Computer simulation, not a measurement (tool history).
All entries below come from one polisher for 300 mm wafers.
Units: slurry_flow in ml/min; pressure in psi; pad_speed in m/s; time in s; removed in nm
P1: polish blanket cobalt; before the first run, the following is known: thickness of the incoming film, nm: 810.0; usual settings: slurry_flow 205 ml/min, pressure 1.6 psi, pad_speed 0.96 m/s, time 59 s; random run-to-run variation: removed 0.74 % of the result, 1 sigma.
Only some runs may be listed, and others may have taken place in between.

| run | hour | slurry_flow | pressure | pad_speed | time | removed |
|---|---|---|---|---|---|---|
| 1 | 17.6 | 205 | 1.6 | 0.96 | 59 | 200.86 |
| 2 | 34.7 | 205 | 1.6 | 0.54 | 59 | 113.63 |
| 3 | 52.1 | 205 | 1.6 | 0.96 | 30 | 102.31 |
| 4 | 65.3 | 125 | 1.6 | 0.96 | 59 | 183.45 |
| 5 | 80.9 | 305 | 1.6 | 0.96 | 59 | 207.94 |
| 6 | 93.9 | 205 | 1.6 | 0.96 | 59 | 200.74 |
| 7 | 104.1 | 205 | 1.6 | 0.96 | 59 | 198.62 |
| 8 | 113.0 | 205 | 0.9 | 0.96 | 59 | 112.86 |
|  | 117.2 | head pressure recalibrated |
| 9 | 130.5 | 205 | 1.6 | 0.96 | 83 | 281.36 |
| 10 | 142.2 | 205 | 1.6 | 1.46 | 59 | 303.39 |
| 11 | 158.5 | 250 | 1.6 | 0.50 | 59 | 106.98 |
| 12 | 167.6 | 205 | 2.5 | 0.96 | 59 | 310.51 |
| 13 | 178.1 | 205 | 1.6 | 0.96 | 59 | 201.12 |
| 14 | 193.8 | 205 | 1.1 | 0.96 | 43 | 100.47 |
| 15 | 210.5 | 205 | 1.6 | 0.96 | 59 | 200.43 |
| 16 | 222.8 | 205 | 1.6 | 0.96 | 59 | 197.67 |
| 17 | 230.7 | 205 | 1.6 | 0.96 | 59 | 197.03 |
| 18 | 242.3 | 205 | 1.6 | 0.96 | 59 | 195.46 |
| 19 | 254.5 | 205 | 1.6 | 0.96 | 59 | 193.95 |
| 20 | 268.8 | 205 | 1.6 | 0.96 | 59 | 191.82 |
| 21 | 285.4 | 205 | 1.6 | 0.96 | 59 | 188.88 |
| 22 | 301.6 | 205 | 1.6 | 0.96 | 59 | 190.06 |
| 23 | 310.9 | 205 | 1.6 | 0.96 | 59 | 188.88 |
|  | 313.6 | worn pad replaced by a new one |
| 24 | 324.1 | 205 | 1.6 | 0.96 | 59 | 186.68 |
| 25 | 340.0 | 205 | 1.6 | 0.96 | 59 | 186.13 |
| 26 | 350.7 | 205 | 1.6 | 0.96 | 59 | 186.51 |

Compared with where it was, what P1 gives has crept away. Each cause listed below fits the log as well as the rest, at the size given for it:
A: head's pressure below its setpoint, % = 6.52
B: slurry flow missing at the pad, % = 34.7
Creep in the process output first set in at about hour 210.5.
What rules out each remaining cause:
removal rate lost through wear of the pad, %: serviced at hour 313.6, after the change had begun; the process did not return to its earlier output

Which of the check runs below tells the causes apart, meaning the causes would give it clearly different results? Each run uses 5 wafers whose results are averaged, and each result is shown as a question mark.
| check 1 | 361.4 | 205 | 1.6 | 1.42 | 59 | ? |
| check 2 | 361.4 | 205 | 2.2 | 0.96 | 59 | ? |
| check 3 | 361.4 | 140 | 1.6 | 0.96 | 59 | ? |
| check 4 | 361.4 | 205 | 2.0 | 0.96 | 59 | ? |

Check results expected under each cause:
| check | result | if A | if B |
|---|---|---|---|
| check 1 | removed | 277.15 | 277.12 |
| check 2 | removed | 257.64 | 257.61 |
| check 3 | removed | 176.61 | 171.70 |
| check 4 | removed | 234.21 | 234.19 |
Minimum pairwise separation of causes per check, each pair taken at its best-separating result: check 1 0.01 %; check 2 0.01 %; check 3 2.82 %; check 4 0.01 %
The causes can be told apart only by check 3. The other checks would give nearly the same results under each of them.

Running check 3 produced the following: removed 171.65 nm. Which one of the listed causes fits?

The correct cause is B, namely: slurry flow missing at the pad, %.
